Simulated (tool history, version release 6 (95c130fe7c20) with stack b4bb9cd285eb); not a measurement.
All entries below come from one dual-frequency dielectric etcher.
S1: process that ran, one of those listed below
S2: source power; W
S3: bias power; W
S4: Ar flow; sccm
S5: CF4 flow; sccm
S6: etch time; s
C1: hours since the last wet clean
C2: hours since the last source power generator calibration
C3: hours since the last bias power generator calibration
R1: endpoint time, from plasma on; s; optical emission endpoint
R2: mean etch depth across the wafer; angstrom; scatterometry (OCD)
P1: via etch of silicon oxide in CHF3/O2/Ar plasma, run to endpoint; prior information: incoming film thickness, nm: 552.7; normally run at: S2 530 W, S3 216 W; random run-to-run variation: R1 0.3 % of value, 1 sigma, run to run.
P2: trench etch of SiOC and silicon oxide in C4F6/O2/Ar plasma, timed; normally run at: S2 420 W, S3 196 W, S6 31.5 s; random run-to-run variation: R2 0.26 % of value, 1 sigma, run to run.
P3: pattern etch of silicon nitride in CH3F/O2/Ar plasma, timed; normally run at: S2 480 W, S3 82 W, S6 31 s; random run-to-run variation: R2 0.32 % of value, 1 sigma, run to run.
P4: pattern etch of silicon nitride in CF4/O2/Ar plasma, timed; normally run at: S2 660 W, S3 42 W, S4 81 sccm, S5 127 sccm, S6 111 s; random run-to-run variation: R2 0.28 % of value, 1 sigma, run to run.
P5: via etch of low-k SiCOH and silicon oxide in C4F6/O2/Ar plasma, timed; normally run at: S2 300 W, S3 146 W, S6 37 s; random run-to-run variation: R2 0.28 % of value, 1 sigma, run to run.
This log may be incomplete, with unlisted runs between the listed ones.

Run 1, day 0.346: S1 P1, S2 530 W, S3 216 W; C1 369.6; C2 1322.2; C3 2164.9. Result: R1 273.6 s.
Run 2, day 0.975: S1 P1, S2 530 W, S3 216 W; C1 384.7; C2 1337.3; C3 2180. Result: R1 272.33 s.
Run 3, day 1.658: S1 P1, S2 530 W, S3 127 W; C1 401.1; C2 1353.7; C3 2196.4. Result: R1 325.21 s.
Run 4, day 2.075: S1 P1, S2 630 W, S3 260 W; C1 411.1; C2 1363.7; C3 2206.4. Result: R1 239.52 s.
Run 5, day 2.492: S1 P1, S2 360 W, S3 216 W; C1 421.1; C2 1373.7; C3 2216.4. Result: R1 316.63 s.
Run 6, day 3.217: S1 P4, S2 810 W, S3 42 W, S4 81 sccm, S5 127 sccm, S6 111 s; C1 438.5; C2 1391.1; C3 2233.8. Result: R2 3254.3 angstrom.
Run 7, day 3.704: S1 P3, S2 480 W, S3 100 W, S6 31 s; C1 450.2; C2 1402.8; C3 2245.5. Result: R2 262.26 angstrom.
Run 8, day 4.433: S1 P1, S2 530 W, S3 216 W; C1 467.7; C2 1420.3; C3 2263. Result: R1 272.85 s.
Run 9, day 5.071: S1 P5, S2 180 W, S3 146 W, S6 37 s; C1 483; C2 1435.6; C3 2278.3. Result: R2 651.88 angstrom.
Run 10, day 5.546: S1 P5, S2 300 W, S3 146 W, S6 37 s; C1 494.4; C2 1447; C3 2289.7. Result: R2 799.3 angstrom.
Run 11, day 5.917: S1 P1, S2 530 W, S3 277 W; C1 503.3; C2 1455.9; C3 2298.6. Result: R1 250.66 s.
Run 12, day 6.271: S1 P1, S2 530 W, S3 216 W; C1 511.8; C2 1464.4; C3 2307.1. Result: R1 271.91 s.
Run 13, day 6.904: S1 P4, S2 660 W, S3 57 W, S4 81 sccm, S5 127 sccm, S6 111 s; C1 527; C2 1479.6; C3 2322.3. Result: R2 3024.3 angstrom.
Run 14, day 7.492: S1 P2, S2 420 W, S3 196 W, S6 31.5 s; C1 541.1; C2 1493.7; C3 2336.4. Result: R2 667.23 angstrom.
Run 15, day 8.004: S1 P5, S2 300 W, S3 146 W, S6 37 s; C1 553.4; C2 1506; C3 2348.7. Result: R2 794.35 angstrom.
Run 16, day 8.458: S1 P1, S2 530 W, S3 216 W; C1 564.3; C2 1516.9; C3 2359.6. Result: R1 272.71 s.
Run 17, day 8.879: S1 P3, S2 480 W, S3 82 W, S6 31 s; C1 574.4; C2 1527; C3 2369.7. Result: R2 242.73 angstrom.
Run 18, day 9.475: S1 P2, S2 420 W, S3 196 W, S6 46.5 s; C1 588.7; C2 1541.3; C3 2384. Result: R2 985.81 angstrom.
Run 19, day 10.092: S1 P2, S2 270 W, S3 196 W, S6 31.5 s; C1 603.5; C2 1556.1; C3 2398.8. Result: R2 565.38 angstrom.
Run 20, day 10.517: S1 P3, S2 310 W, S3 82 W, S6 31 s; C1 613.7; C2 1566.3; C3 2409. Result: R2 205.72 angstrom.
Run 21, day 11.021: S1 P4, S2 660 W, S3 42 W, S4 81 sccm, S5 74 sccm, S6 111 s; C1 625.8; C2 1578.4; C3 2421.1. Result: R2 2553.9 angstrom.
Run 22, day 11.758: S1 P4, S2 660 W, S3 42 W, S4 81 sccm, S5 127 sccm, S6 111 s; C1 643.5; C2 1596.1; C3 2438.8. Result: R2 2712.4 angstrom.
At day 11.996: source power generator calibrated.
Run 23, day 12.488: S1 P5, S2 300 W, S3 99 W, S6 37 s; C1 661; C2 11.9; C3 2456.3. Result: R2 708.26 angstrom.
Run 24, day 13.071: S1 P2, S2 420 W, S3 126 W, S6 31.5 s; C1 675; C2 25.9; C3 2470.3. Result: R2 581.23 angstrom.
Run 25, day 13.462: S1 P1, S2 690 W, S3 216 W; C1 684.4; C2 35.3; C3 2479.7. Result: R1 246.95 s.
Run 26, day 14.025: S1 P4, S2 660 W, S3 42 W, S4 81 sccm, S5 127 sccm, S6 139 s; C1 697.9; C2 48.8; C3 2493.2. Result: R2 3402.3 angstrom.
Run 27, day 14.696: S1 P4, S2 660 W, S3 42 W, S4 109 sccm, S5 127 sccm, S6 111 s; C1 714; C2 64.9; C3 2509.3. Result: R2 2630.8 angstrom.
Run 28, day 15.271: S1 P3, S2 480 W, S3 82 W, S6 23 s; C1 727.8; C2 78.7; C3 2523.1. Result: R2 179.75 angstrom.
Run 29, day 15.783: S1 P3, S2 480 W, S3 82 W, S6 31 s; C1 740.1; C2 91; C3 2535.4. Result: R2 244.21 angstrom.
Run 30, day 16.425: S1 P1, S2 450 W, S3 283 W; C1 755.5; C2 106.4; C3 2550.8. Result: R1 264.57 s.
Run 31, day 16.875: S1 P5, S2 300 W, S3 146 W, S6 49.5 s; C1 766.3; C2 117.2; C3 2561.6. Result: R2 1062.6 angstrom.
Run 32, day 17.317: S1 P1, S2 530 W, S3 216 W; C1 776.9; C2 127.8; C3 2572.2. Result: R1 272.35 s.
Run 33, day 18.054: S1 P1, S2 530 W, S3 216 W; C1 794.6; C2 145.5; C3 2589.9. Result: R1 270.17 s.
Run 34, day 18.608: S1 P1, S2 530 W, S3 216 W; C1 807.9; C2 158.8; C3 2603.2. Result: R1 272.32 s.
Run 35, day 19.196: S1 P1, S2 530 W, S3 216 W; C1 822; C2 172.9; C3 2617.3. Result: R1 269.24 s.
Run 36, day 19.625: S1 P1, S2 530 W, S3 216 W; C1 832.3; C2 183.2; C3 2627.6. Result: R1 270.48 s.
Run 37, day 20.288: S1 P1, S2 530 W, S3 216 W; C1 848.2; C2 199.1; C3 2643.5. Result: R1 270.03 s.
Run 38, day 21.033: S1 P1, S2 530 W, S3 216 W; C1 866.1; C2 217; C3 2661.4. Result: R1 269.72 s.
Run 39, day 21.625: S1 P1, S2 530 W, S3 216 W; C1 880.3; C2 231.2; C3 2675.6. Result: R1 268.72 s.
At day 22.071: wet clean of the chamber.
Run 40, day 22.262: S1 P1, S2 530 W, S3 216 W; C1 4.7; C2 246.5; C3 2690.9. Result: R1 268.8 s.
Run 41, day 22.771: S1 P1, S2 530 W, S3 216 W; C1 16.9; C2 258.7; C3 2703.1. Result: R1 267.15 s.
Run 42, day 23.162: S1 P1, S2 530 W, S3 216 W; C1 26.3; C2 268.1; C3 2712.5. Result: R1 270.66 s.
Run 43, day 23.929: S1 P1, S2 530 W, S3 216 W; C1 44.7; C2 286.5; C3 2730.9. Result: R1 269.78 s.

Compared with where it was, what P1 gives has crept away. Each cause listed below fits the log as well as the rest, at the size given for it:
A: bias power that arrives over what is set, % = 4.65
B: source power that arrives over what is set, % = 4.33
The drift started at roughly day 17.317.
Ruled out, with reasons:
chamber walls in a state that raises the etch rate, %: serviced at day 22.071, which brought nothing back

Question marks stand in for the results of the 4 check runs listed below, each run on one wafer. Under which run would the listed causes show clearly different results?
Run check 1, day 24.696: S1 P3, S2 370 W, S3 82 W, S6 31 s. Result: R2 ?.
Run check 2, day 24.696: S1 P2, S2 280 W, S3 196 W, S6 31.5 s. Result: R2 ?.
Run check 3, day 24.696: S1 P5, S2 190 W, S3 114 W, S6 37 s. Result: R2 ?.
Run check 4, day 24.696: S1 P4, S2 660 W, S3 42 W, S4 81 sccm, S5 92 sccm, S6 111 s. Result: R2 ?.

Predicted outcomes, by check and by cause:
  check  result    if A    if B
check 1      R2  223.65   223.6
check 2      R2  579.49  580.19
check 3      R2  625.99  627.82
check 4      R2    2665    2723
Separation of the two closest causes in each check, using whichever result separates them best: check 1 0.03 %; check 2 0.12 %; check 3 0.29 %; check 4 2.15 %
Check 4 tells the causes apart: in the others they would give nearly the same result.

After running check 4, the following was obtained: R2 2660.1 angstrom. Which cause does this point to?

A is the cause: bias power that arrives over what is set, %.
